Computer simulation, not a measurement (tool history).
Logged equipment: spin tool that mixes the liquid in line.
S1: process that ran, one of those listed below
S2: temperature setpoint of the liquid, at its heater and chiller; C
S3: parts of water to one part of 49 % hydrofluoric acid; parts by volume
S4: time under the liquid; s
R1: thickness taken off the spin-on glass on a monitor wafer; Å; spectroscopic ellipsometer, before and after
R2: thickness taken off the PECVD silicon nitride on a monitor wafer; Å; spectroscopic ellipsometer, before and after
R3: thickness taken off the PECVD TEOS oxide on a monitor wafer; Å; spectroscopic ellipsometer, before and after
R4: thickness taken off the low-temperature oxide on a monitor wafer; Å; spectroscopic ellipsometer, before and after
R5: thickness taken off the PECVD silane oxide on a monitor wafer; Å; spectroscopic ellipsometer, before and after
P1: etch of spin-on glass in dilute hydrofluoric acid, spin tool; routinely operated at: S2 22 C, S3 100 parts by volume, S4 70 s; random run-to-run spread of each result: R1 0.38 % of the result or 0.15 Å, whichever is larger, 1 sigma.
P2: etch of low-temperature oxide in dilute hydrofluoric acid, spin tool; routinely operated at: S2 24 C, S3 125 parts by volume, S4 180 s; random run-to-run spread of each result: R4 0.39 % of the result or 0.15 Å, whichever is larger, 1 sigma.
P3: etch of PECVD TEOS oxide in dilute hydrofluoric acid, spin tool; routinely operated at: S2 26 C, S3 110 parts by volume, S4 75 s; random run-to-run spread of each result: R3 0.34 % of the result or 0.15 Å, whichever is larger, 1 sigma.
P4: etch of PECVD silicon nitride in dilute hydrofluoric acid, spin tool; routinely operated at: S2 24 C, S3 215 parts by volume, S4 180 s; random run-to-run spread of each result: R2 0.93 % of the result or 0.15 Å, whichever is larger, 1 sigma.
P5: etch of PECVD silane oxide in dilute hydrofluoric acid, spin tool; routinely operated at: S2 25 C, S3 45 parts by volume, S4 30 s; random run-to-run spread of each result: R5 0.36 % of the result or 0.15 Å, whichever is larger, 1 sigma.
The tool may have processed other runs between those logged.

run     day  S1    S2   S3   S4      R1      R2      R3      R4      R5
  1   0.225  P1    22  100   70  288.73
  2   0.575  P1    17  100   70  236.19
  3   0.929  P4    24  215  180          27.058
      0.992  -- hydrofluoric acid flow meter replaced
  4   1.346  P3    34  110   75                  101.67
  5    1.75  P1    22  175  120  258.27
  6   2.088  P1    30  155   70  236.63
  7   2.425  P1    22  155   70  175.33
  8   2.846  P1    22  100   70  287.22
  9   3.233  P1    22  100   20  82.489
 10   3.646  P2    24  125  295                          367.09
 11   3.862  P3    26  110   75                   75.64
 12   4.083  P2    17  125  180                          168.41
 13   4.517  P2    24   60  180                          505.37
 14   4.833  P1    22  100   70  288.24
 15   5.067  P1    22  100   70  287.87
 16   5.408  P1    22  100  115  475.39
 17   5.671  P5    25   25   30                                  629.73
 18   5.938  P1    22   55   70  549.03
 19   6.133  P1    29  100   70  380.52
 20   6.471  P4    24  215   60          9.0467
 21   6.842  P5  32.5   45   30                                  462.34
 22   7.092  P5    25   45   30                                  341.08
 23   7.371  P3    26  110  120                  121.36
 24   7.671  P3    26  110   75                  76.167
 25   7.971  P5    25   45   30                                  341.76
 26   8.233  P2    24  125  180                          222.46
 27   8.571  P5    25   45   55                                  629.02
 28   8.817  P4  29.5  215  180          37.654
 29   9.029  P3    26  185   75                   41.45
 30   9.312  P4    24   60  180          95.748
 31   9.617  P1    22  100   70  287.91
 32     9.9  P1    22  100   70  279.16
 33  10.162  P1    22  100   70  272.84
 34  10.554  P1    22  100   70  268.93
 35   10.75  P1    22  100   70  267.75
 36  11.133  P1    22  100   70   266.5
 37  11.488  P1    22  100   70  266.11

What P1 gives has crept away from where it was. These 2 causes fit the log equally well, each at the size given:
A: hydrofluoric acid flow below the setpoint (%) = 6.92
B: liquid colder than its thermometer reads (K) = 1.98
Creep in the process output first set in at about day 9.617.

The list below offers 4 check runs, each averaging the results of 2 wafers, and shows each result as a question mark. For which of them would the listed causes give clearly different results?
check 1  11.842  P5  25   45   30                   ?
check 2  11.842  P3  26  110   75           ?
check 3  11.842  P2  24  125  180               ?
check 4  11.842  P4  24  215  180       ?

Outcome of each check run for each possible cause:
  check  result    if A    if B
check 1      R5  316.63  314.92
check 2      R3  69.815  70.157
check 3      R4  205.27  206.26
check 4      R2  25.288  23.942
Per check, the gap between the least separated pair of causes, taken in the result that splits them most: check 1 0.54 %; check 2 0.49 %; check 3 0.48 %; check 4 5.47 %
Check 4 is the one run that separates the causes; every other check would come out nearly the same whichever cause is at work.

Running check 4 produced the following: R2 24.037 Å. Which one of the listed causes fits?

Of the candidate causes, it is B: liquid colder than its thermometer reads (K).
